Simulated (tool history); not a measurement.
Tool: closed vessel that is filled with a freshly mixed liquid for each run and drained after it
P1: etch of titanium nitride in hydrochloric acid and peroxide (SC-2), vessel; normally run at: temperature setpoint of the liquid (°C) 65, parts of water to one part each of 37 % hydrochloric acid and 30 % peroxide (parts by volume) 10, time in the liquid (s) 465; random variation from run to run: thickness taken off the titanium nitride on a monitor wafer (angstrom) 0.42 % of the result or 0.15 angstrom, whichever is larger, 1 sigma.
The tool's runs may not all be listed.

run	hour	temperature setpoint of the liquid (°C)	parts of water to one part each of 37 % hydrochloric acid and 30 % peroxide (parts by volume)	time in the liquid (s)	hours since the thermometer was replaced	hours since the chemicals flow meter was replaced	hours since the drum of peroxide was connected	thickness taken off the titanium nitride on a monitor wafer (angstrom)
1	8.9	65	10	465	485.8	1741.1	166.9	390.83
2	15.2	65	10	465	492.1	1747.4	173.2	388.33
3	21.2	65	10	465	498.1	1753.4	179.2	391.31
4	33.7	52.5	10	880	510.6	1765.9	191.7	335.24
5	39.1	65	10	870	516	1771.3	197.1	738.14
6	47.6	65	15.5	465	524.5	1779.8	205.6	267.18
7	54.4	55.5	6	465	531.3	1786.6	212.4	321.89
8	62.3	72	10	465	539.2	1794.5	220.3	591.63
# hour 72.5: new drum of peroxide connected
9	74.2	65	4	465	551.1	1806.4	1.8	776.66
10	80.5	52.5	17	465	557.4	1812.7	8.1	111.06
11	89.1	52.5	10	465	566	1821.3	16.7	176.48
12	97.9	65	10	30	574.8	1830.1	25.5	25.084
13	105.8	65	10	465	582.7	1838	33.4	388.5
14	112	65	10	465	588.9	1844.2	39.6	392.55
15	120.8	65	10	465	597.7	1853	48.4	402.35
16	128.7	65	10	465	605.6	1860.9	56.3	409.23
17	137.3	65	10	465	614.2	1869.5	64.9	415.25
18	147.7	65	10	465	624.6	1879.9	75.3	414.64
19	154.2	65	10	465	631.1	1886.4	81.8	418.04
20	164.7	65	10	465	641.6	1896.9	92.3	417.03
21	170.5	65	10	465	647.4	1902.7	98.1	419.32

What P1 gives has crept away from where it was. These 2 causes fit the log equally well, each at the size given:
A: liquid hotter than its thermometer reads (K) = 1.19
B: chemicals flow above the setpoint (%) = 9.09
The creep began at about hour 112.
Why every other cause is out:
peroxide weaker than its label (%): at most 8, which would move thickness taken off the titanium nitride on a monitor wafer (angstrom) by -7.4 %: too little, or the wrong way

4 check runs are offered, each on 3 wafers whose results are averaged, their results left as question marks. Which one tells the causes apart?
check 1	176.3	59	10	265				?
check 2	176.3	53.5	4	465				?
check 3	176.3	65	13.5	775				?
check 4	176.3	72	10	820				?

What each check would give under each cause:
check	result	if A	if B
check 1	thickness taken off the titanium nitride on a monitor wafer (angstrom)	164.99	164.52
check 2	thickness taken off the titanium nitride on a monitor wafer (angstrom)	407.86	399.68
check 3	thickness taken off the titanium nitride on a monitor wafer (angstrom)	540.46	542.16
check 4	thickness taken off the titanium nitride on a monitor wafer (angstrom)	1118.2	1121.2
How far apart the two closest causes lie, in the result that separates them most: check 1 0.29 %; check 2 2.03 %; check 3 0.31 %; check 4 0.26 %
Check 2 tells the causes apart: in the others they would give nearly the same result.

Then check 2 was run and gave: thickness taken off the titanium nitride on a monitor wafer (angstrom) 408.93. Which cause is it?

It is A: liquid hotter than its thermometer reads (K).
